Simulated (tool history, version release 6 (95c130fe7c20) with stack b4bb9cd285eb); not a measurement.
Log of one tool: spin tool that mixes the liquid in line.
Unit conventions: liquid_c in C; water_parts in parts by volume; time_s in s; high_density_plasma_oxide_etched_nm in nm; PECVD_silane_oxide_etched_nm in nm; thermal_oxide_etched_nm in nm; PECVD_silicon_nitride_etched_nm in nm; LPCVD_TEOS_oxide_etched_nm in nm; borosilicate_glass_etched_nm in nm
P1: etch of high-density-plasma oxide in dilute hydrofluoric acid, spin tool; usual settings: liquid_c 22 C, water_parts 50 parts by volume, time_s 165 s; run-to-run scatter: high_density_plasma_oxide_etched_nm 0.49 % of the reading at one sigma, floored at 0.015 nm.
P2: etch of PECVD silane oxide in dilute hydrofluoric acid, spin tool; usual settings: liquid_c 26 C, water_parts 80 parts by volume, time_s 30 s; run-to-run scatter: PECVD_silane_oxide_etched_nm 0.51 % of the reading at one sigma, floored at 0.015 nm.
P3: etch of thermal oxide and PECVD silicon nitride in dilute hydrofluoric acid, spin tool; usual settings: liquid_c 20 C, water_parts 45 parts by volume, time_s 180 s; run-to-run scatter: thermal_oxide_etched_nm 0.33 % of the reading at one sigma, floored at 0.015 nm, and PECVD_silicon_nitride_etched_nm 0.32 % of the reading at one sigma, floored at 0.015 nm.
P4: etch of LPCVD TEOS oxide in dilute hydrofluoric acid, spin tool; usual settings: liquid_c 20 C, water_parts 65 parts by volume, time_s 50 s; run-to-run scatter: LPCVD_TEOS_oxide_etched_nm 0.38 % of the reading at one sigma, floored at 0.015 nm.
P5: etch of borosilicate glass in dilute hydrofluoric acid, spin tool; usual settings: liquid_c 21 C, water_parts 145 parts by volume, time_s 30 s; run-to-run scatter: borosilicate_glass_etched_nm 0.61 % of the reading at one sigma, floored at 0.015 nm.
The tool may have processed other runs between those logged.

run	day	process	liquid_c	water_parts	time_s	hours since the thermometer was replaced	hours since the hydrofluoric acid flow meter was replaced	high_density_plasma_oxide_etched_nm	PECVD_silane_oxide_etched_nm	thermal_oxide_etched_nm	PECVD_silicon_nitride_etched_nm	LPCVD_TEOS_oxide_etched_nm	borosilicate_glass_etched_nm
1	0.312	P1	22	50	165	133.7	808.3	16.148					
2	0.558	P2	26	80	15	139.6	814.2		4.0397				
3	0.921	P2	26	80	30	148.3	822.9		7.9632				
4	1.329	P3	20	20	180	158.1	832.7			39.489	16.282		
5	1.867	P1	18.5	50	165	171	845.6	13.923					
6	2.217	P1	22	50	165	179.4	854	16.08					
7	2.683	P1	25.5	50	165	190.6	865.2	18.634					
8	3.233	P1	22	50	165	203.8	878.4	16.193					
9	3.529	P3	20	45	180	210.9	885.5			17.033	7.4459		
10	3.992	P4	20	20	50	222	896.6					80.87	
11	4.304	P1	22	50	305	229.5	904.1	29.799					
12	4.696	P3	26	45	180	238.9	913.5			21.987	11.216		
13	5.183	P1	22	50	165	250.6	925.2	16.183					
14	5.692	P4	20	65	20	262.8	937.4					9.4764	
15	6.033	P3	20	45	180	271	945.6			17.02	7.442		
16	6.308	P1	22	75	165	277.6	952.2	10.384					
17	6.758	P5	17	145	30	288.4	963						4.0565
18	7.146	P1	22	50	165	297.7	972.3	16.151					
19	7.658	P5	21	145	30	310	984.6						4.7854
20	8.112	P1	22	50	165	320.9	995.5	16.242					
21	8.546	P2	26	20	30	331.3	1005.9		34.806				
22	8.796	P1	22	20	275	337.3	1011.9	69.83					
23	9.2	P1	22	50	165	347	1021.6	16.13					
24	9.571	P4	20	65	50	355.9	1030.5					23.751	
25	10.108	P4	17	65	50	368.8	1043.4					20.856	
26	10.417	P4	20	65	50	376.2	1050.8					23.747	
27	10.692	P5	21	145	60	382.8	1057.4						9.5979
28	11.129	P3	20	45	15	393.3	1067.9			1.4157	0.6267		
29	11.646	P5	21	70	30	405.7	1080.3						10.9
30	11.95	P2	30	80	30	413	1087.6		9.3245				
31	12.196	P1	22	25	165	418.9	1093.5	33.625					
32	12.6	P1	22	50	40	428.6	1103.2	3.8833					
33	13.029	P1	22	50	165	438.9	1113.5	16.132					
34	13.367	P1	22	50	165	447	1121.6	15.713					
35	13.808	P1	22	50	165	457.6	1132.2	15.584					
36	14.262	P1	22	50	165	468.5	1143.1	15.256					
37	14.738	P1	22	50	165	479.9	1154.5	15.155					
38	15.154	P1	22	50	165	489.9	1164.5	15.24					
39	15.433	P1	22	50	165	496.6	1171.2	15.026					
40	15.808	P1	22	50	165	505.6	1180.2	15.052					
41	16.1	P1	22	50	165	512.6	1187.2	15.069					
42	16.638	P1	22	50	165	525.5	1200.1	14.977					
43	16.954	P1	22	50	165	533.1	1207.7	14.927					

What P1 gives has crept away from where it was. These 2 causes fit the log equally well, each at the size given:
A: liquid colder than its thermometer reads (K) = 1.77
B: hydrofluoric acid flow below the setpoint (%) = 6.73
The onset of the drift is placed at about day 13.029.

Of the 4 check runs below, each run on 3 wafers with the results averaged and each result still a question mark, which one would tell the listed causes apart?
check 1	17.271	P2	26	25	30				?				
check 2	17.271	P3	20	20	15					?	?		
check 3	17.271	P5	17	100	30								?
check 4	17.271	P4	20	65	25							?	

If the cause were each of the candidates in turn, the checks would give the following:
check	result	if A	if B
check 1	PECVD_silane_oxide_etched_nm	25.531	25.574
check 2	thermal_oxide_etched_nm	3.0469	3.0657
check 2	PECVD_silicon_nitride_etched_nm	1.1935	1.2666
check 3	borosilicate_glass_etched_nm	5.757	5.746
check 4	LPCVD_TEOS_oxide_etched_nm	10.999	10.997
Gap, in per cent, between the two causes that each check separates least, read from the result that separates them most: check 1 0.17 %; check 2 5.95 %; check 3 0.19 %; check 4 0.02 %
Check 2 tells the causes apart: in the others they would give nearly the same result.

After running check 2, the following was obtained: thermal_oxide_etched_nm 3.0401 nm; PECVD_silicon_nitride_etched_nm 1.2069 nm. Which cause does this point to?

The cause is A: liquid colder than its thermometer reads (K).

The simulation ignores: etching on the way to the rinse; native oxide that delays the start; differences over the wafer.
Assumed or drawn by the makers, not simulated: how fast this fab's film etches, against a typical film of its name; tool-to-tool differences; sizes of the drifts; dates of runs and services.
